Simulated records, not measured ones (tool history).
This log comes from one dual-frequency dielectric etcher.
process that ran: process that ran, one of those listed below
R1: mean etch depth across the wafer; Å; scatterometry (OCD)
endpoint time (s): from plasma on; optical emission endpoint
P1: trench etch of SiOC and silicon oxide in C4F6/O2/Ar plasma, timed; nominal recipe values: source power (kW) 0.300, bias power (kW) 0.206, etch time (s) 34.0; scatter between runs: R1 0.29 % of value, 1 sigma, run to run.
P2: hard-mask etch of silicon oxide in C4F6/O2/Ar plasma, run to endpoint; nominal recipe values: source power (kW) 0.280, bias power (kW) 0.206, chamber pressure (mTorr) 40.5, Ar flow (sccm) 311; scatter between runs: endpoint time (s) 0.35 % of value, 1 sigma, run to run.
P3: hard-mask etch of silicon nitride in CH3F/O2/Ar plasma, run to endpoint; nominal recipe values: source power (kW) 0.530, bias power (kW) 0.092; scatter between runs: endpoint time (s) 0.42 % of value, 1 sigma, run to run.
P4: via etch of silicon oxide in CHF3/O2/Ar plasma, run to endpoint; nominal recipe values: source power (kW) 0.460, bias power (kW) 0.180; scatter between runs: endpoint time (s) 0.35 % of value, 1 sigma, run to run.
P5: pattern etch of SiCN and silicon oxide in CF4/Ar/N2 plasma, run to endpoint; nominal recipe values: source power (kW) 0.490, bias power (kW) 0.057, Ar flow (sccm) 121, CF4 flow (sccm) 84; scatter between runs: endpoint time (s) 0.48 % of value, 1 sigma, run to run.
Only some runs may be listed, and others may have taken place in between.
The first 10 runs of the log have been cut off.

{"run": 11, "day": 5.483, "process that ran": "P1", "source power (kW)": 0.3, "bias power (kW)": 0.206, "etch time (s)": 21.5, "R1": 391.55}
{"run": 12, "day": 5.871, "process that ran": "P2", "source power (kW)": 0.28, "bias power (kW)": 0.206, "Ar flow (sccm)": 311, "chamber pressure (mTorr)": 40.5, "endpoint time (s)": 108.87}
{"run": 13, "day": 6.175, "process that ran": "P2", "source power (kW)": 0.28, "bias power (kW)": 0.206, "Ar flow (sccm)": 311, "chamber pressure (mTorr)": 55.0, "endpoint time (s)": 112.96}
{"run": 14, "day": 6.846, "process that ran": "P5", "source power (kW)": 0.65, "bias power (kW)": 0.057, "Ar flow (sccm)": 121, "CF4 flow (sccm)": 84, "endpoint time (s)": 15.685}
{"run": 15, "day": 7.15, "process that ran": "P5", "source power (kW)": 0.49, "bias power (kW)": 0.057, "Ar flow (sccm)": 75, "CF4 flow (sccm)": 84, "endpoint time (s)": 18.829}
{"run": 16, "day": 7.454, "process that ran": "P1", "source power (kW)": 0.43, "bias power (kW)": 0.206, "etch time (s)": 34.0, "R1": 713.65}
{"run": 17, "day": 8.079, "process that ran": "P1", "source power (kW)": 0.3, "bias power (kW)": 0.206, "etch time (s)": 34.0, "R1": 619.28}
{"run": 18, "day": 8.638, "process that ran": "P5", "source power (kW)": 0.49, "bias power (kW)": 0.057, "Ar flow (sccm)": 121, "CF4 flow (sccm)": 84, "endpoint time (s)": 20.258}
{"run": 19, "day": 9.021, "process that ran": "P5", "source power (kW)": 0.49, "bias power (kW)": 0.057, "Ar flow (sccm)": 121, "CF4 flow (sccm)": 84, "endpoint time (s)": 20.269}

Run 20 comes next. What will it give?
{"run": 20, "day": 9.642, "process that ran": "P2", "source power (kW)": 0.28, "bias power (kW)": 0.291, "Ar flow (sccm)": 311, "chamber pressure (mTorr)": 40.5, "endpoint time (s)": "?"}

endpoint time (s): 96.243
